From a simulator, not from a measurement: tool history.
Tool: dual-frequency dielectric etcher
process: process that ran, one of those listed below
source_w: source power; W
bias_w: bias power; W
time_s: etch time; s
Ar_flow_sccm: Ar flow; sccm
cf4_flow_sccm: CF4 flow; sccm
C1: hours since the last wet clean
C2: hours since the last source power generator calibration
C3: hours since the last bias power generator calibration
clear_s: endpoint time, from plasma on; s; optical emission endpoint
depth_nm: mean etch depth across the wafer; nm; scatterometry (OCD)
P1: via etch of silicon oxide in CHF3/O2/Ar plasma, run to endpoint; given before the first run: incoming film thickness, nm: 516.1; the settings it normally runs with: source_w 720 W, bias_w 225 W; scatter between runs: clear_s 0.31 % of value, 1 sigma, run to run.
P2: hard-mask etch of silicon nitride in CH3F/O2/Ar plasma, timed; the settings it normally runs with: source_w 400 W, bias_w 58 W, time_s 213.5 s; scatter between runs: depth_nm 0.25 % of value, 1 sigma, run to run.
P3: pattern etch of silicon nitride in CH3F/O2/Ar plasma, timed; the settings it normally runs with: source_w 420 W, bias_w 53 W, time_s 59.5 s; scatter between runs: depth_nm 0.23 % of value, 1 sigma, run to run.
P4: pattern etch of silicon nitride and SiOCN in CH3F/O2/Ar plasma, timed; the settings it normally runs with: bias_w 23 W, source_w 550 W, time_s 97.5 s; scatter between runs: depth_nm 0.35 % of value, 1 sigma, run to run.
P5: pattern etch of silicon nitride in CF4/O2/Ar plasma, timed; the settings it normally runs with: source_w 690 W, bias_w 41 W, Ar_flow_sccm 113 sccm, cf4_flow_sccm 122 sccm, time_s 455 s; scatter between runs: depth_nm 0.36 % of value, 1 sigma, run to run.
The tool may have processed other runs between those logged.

run 1 hour=9.8 | process=P1 source_w=720 bias_w=225 | C1=138.6 C2=603.7 C3=2386.9 | clear_s=228.68
run 2 hour=22.5 | process=P4 source_w=550 bias_w=23 time_s=97.5 | C1=151.3 C2=616.4 C3=2399.6 | depth_nm=14.013
run 3 hour=30.3 | process=P2 source_w=400 bias_w=58 time_s=264.5 | C1=159.1 C2=624.2 C3=2407.4 | depth_nm=172.2
run 4 hour=41.5 | process=P5 source_w=690 bias_w=41 time_s=455 Ar_flow_sccm=84 cf4_flow_sccm=122 | C1=170.3 C2=635.4 C3=2418.6 | depth_nm=1104.9
run 5 hour=48 | process=P4 source_w=550 bias_w=23 time_s=58 | C1=176.8 C2=641.9 C3=2425.1 | depth_nm=8.3144
run 6 hour=56.8 | process=P1 source_w=1000 bias_w=225 | C1=185.6 C2=650.7 C3=2433.9 | clear_s=202.63
run 7 hour=68.8 | process=P3 source_w=420 bias_w=53 time_s=59.5 | C1=197.6 C2=662.7 C3=2445.9 | depth_nm=38.663
-- hour=75.8 source power generator calibrated
run 8 hour=76.5 | process=P2 source_w=400 bias_w=58 time_s=213.5 | C1=205.3 C2=0.8 C3=2453.6 | depth_nm=139.27
run 9 hour=82.6 | process=P3 source_w=420 bias_w=53 time_s=59.5 | C1=211.4 C2=6.9 C3=2459.7 | depth_nm=38.723
run 10 hour=90.9 | process=P1 source_w=720 bias_w=225 | C1=219.7 C2=15.2 C3=2468 | clear_s=228.28
run 11 hour=97.7 | process=P1 source_w=720 bias_w=304 | C1=226.5 C2=22 C3=2474.8 | clear_s=206.24
run 12 hour=108.2 | process=P5 source_w=690 bias_w=41 time_s=455 Ar_flow_sccm=113 cf4_flow_sccm=122 | C1=237 C2=32.5 C3=2485.3 | depth_nm=1063.1
run 13 hour=118.5 | process=P1 source_w=720 bias_w=225 | C1=247.3 C2=42.8 C3=2495.6 | clear_s=229.13
run 14 hour=124.7 | process=P1 source_w=510 bias_w=225 | C1=253.5 C2=49 C3=2501.8 | clear_s=260.8
run 15 hour=131.6 | process=P4 source_w=550 bias_w=23 time_s=97.5 | C1=260.4 C2=55.9 C3=2508.7 | depth_nm=13.87
run 16 hour=144.6 | process=P5 source_w=690 bias_w=56 time_s=455 Ar_flow_sccm=113 cf4_flow_sccm=122 | C1=273.4 C2=68.9 C3=2521.7 | depth_nm=1195.2
run 17 hour=154.1 | process=P1 source_w=720 bias_w=225 | C1=282.9 C2=78.4 C3=2531.2 | clear_s=227.41
run 18 hour=161.8 | process=P2 source_w=400 bias_w=36 time_s=213.5 | C1=290.6 C2=86.1 C3=2538.9 | depth_nm=119.96
run 19 hour=174.5 | process=P4 source_w=550 bias_w=33 time_s=97.5 | C1=303.3 C2=98.8 C3=2551.6 | depth_nm=16.341
run 20 hour=187.4 | process=P1 source_w=720 bias_w=225 | C1=316.2 C2=111.7 C3=2564.5 | clear_s=228.18
run 21 hour=200.8 | process=P4 source_w=350 bias_w=23 time_s=97.5 | C1=329.6 C2=125.1 C3=2577.9 | depth_nm=11.948
run 22 hour=211.9 | process=P1 source_w=720 bias_w=131 | C1=340.7 C2=136.2 C3=2589 | clear_s=274.03
run 23 hour=219.6 | process=P3 source_w=420 bias_w=37 time_s=59.5 | C1=348.4 C2=143.9 C3=2596.7 | depth_nm=34.87
run 24 hour=229.8 | process=P5 source_w=520 bias_w=41 time_s=455 Ar_flow_sccm=113 cf4_flow_sccm=122 | C1=358.6 C2=154.1 C3=2606.9 | depth_nm=834.73
run 25 hour=240.8 | process=P3 source_w=420 bias_w=53 time_s=88 | C1=369.6 C2=165.1 C3=2617.9 | depth_nm=57.374
run 26 hour=254.2 | process=P1 source_w=960 bias_w=154 | C1=383 C2=178.5 C3=2631.3 | clear_s=232.36
run 27 hour=262.9 | process=P3 source_w=520 bias_w=53 time_s=59.5 | C1=391.7 C2=187.2 C3=2640 | depth_nm=42.096
run 28 hour=270.8 | process=P5 source_w=690 bias_w=41 time_s=455 Ar_flow_sccm=113 cf4_flow_sccm=82 | C1=399.6 C2=195.1 C3=2647.9 | depth_nm=1010.4
run 29 hour=279.1 | process=P5 source_w=690 bias_w=41 time_s=632 Ar_flow_sccm=113 cf4_flow_sccm=122 | C1=407.9 C2=203.4 C3=2656.2 | depth_nm=1485.2
run 30 hour=285.2 | process=P1 source_w=440 bias_w=300 | C1=414 C2=209.5 C3=2662.3 | clear_s=248.6
run 31 hour=291.5 | process=P2 source_w=260 bias_w=58 time_s=213.5 | C1=420.3 C2=215.8 C3=2668.6 | depth_nm=118
run 32 hour=303.1 | process=P1 source_w=460 bias_w=182 | C1=431.9 C2=227.4 C3=2680.2 | clear_s=292.42
run 33 hour=315.6 | process=P2 source_w=400 bias_w=58 time_s=213.5 | C1=444.4 C2=239.9 C3=2692.7 | depth_nm=139.84
run 34 hour=323.4 | process=P1 source_w=720 bias_w=225 | C1=452.2 C2=247.7 C3=2700.5 | clear_s=228.73
run 35 hour=334.7 | process=P1 source_w=720 bias_w=225 | C1=463.5 C2=259 C3=2711.8 | clear_s=229.67
run 36 hour=343.7 | process=P1 source_w=720 bias_w=225 | C1=472.5 C2=268 C3=2720.8 | clear_s=232.38
run 37 hour=355.3 | process=P1 source_w=720 bias_w=225 | C1=484.1 C2=279.6 C3=2732.4 | clear_s=231.48
-- hour=361.9 wet clean of the chamber
run 38 hour=365.9 | process=P1 source_w=720 bias_w=225 | C1=4.1 C2=290.2 C3=2743 | clear_s=233.45
run 39 hour=378.4 | process=P1 source_w=720 bias_w=225 | C1=16.6 C2=302.7 C3=2755.5 | clear_s=232.96
run 40 hour=388.4 | process=P1 source_w=720 bias_w=225 | C1=26.6 C2=312.7 C3=2765.5 | clear_s=230.8
run 41 hour=395.4 | process=P1 source_w=720 bias_w=225 | C1=33.6 C2=319.7 C3=2772.5 | clear_s=233.78
run 42 hour=401.3 | process=P1 source_w=720 bias_w=225 | C1=39.5 C2=325.6 C3=2778.4 | clear_s=232.76
run 43 hour=410.8 | process=P1 source_w=720 bias_w=225 | C1=49 C2=335.1 C3=2787.9 | clear_s=233.11
run 44 hour=417.5 | process=P1 source_w=720 bias_w=225 | C1=55.7 C2=341.8 C3=2794.6 | clear_s=232.33

Something has made what P1 gives creep away from where it was; the 2 causes below, each at its own stated size, fit the log equally well:
A: bias power that arrives under what is set, % = 4.84
B: source power that arrives under what is set, % = 4.42
The creep began at about hour 323.4.
The rest of the possible causes, and what rules out each one:
chamber walls in a state that lowers the etch rate, %: serviced at hour 361.9, after the change had begun; the process did not return to its earlier output

Of the 4 check runs below, each run on 2 wafers with the results averaged and each result still a question mark, which one would tell the listed causes apart?
run check 1 hour=424.2 | process=P2 source_w=400 bias_w=58 time_s=213.5 | depth_nm=?
run check 2 hour=424.2 | process=P4 source_w=550 bias_w=23 time_s=97.5 | depth_nm=?
run check 3 hour=424.2 | process=P3 source_w=420 bias_w=53 time_s=59.5 | depth_nm=?
run check 4 hour=424.2 | process=P5 source_w=690 bias_w=41 time_s=455 Ar_flow_sccm=113 cf4_flow_sccm=122 | depth_nm=?

What each check would give under each cause:
check=check_1 result=depth_nm if_A=137.07 if_B=136.89
check=check_2 result=depth_nm if_A=13.638 if_B=13.718
check=check_3 result=depth_nm if_A=38.169 if_B=38.095
check=check_4 result=depth_nm if_A=1050.6 if_B=1026.9
Distance between the nearest two causes, measured in the result of the check that separates them most: check 1 0.13 %; check 2 0.59 %; check 3 0.19 %; check 4 2.28 %
The other checks would show nearly matching results whichever cause is true, so check 4 is the only one that separates the causes.

The results of check 4 are: depth_nm 1026.4 nm. Based on these, which of the listed causes is it?

The correct cause is B, namely: source power that arrives under what is set, %.
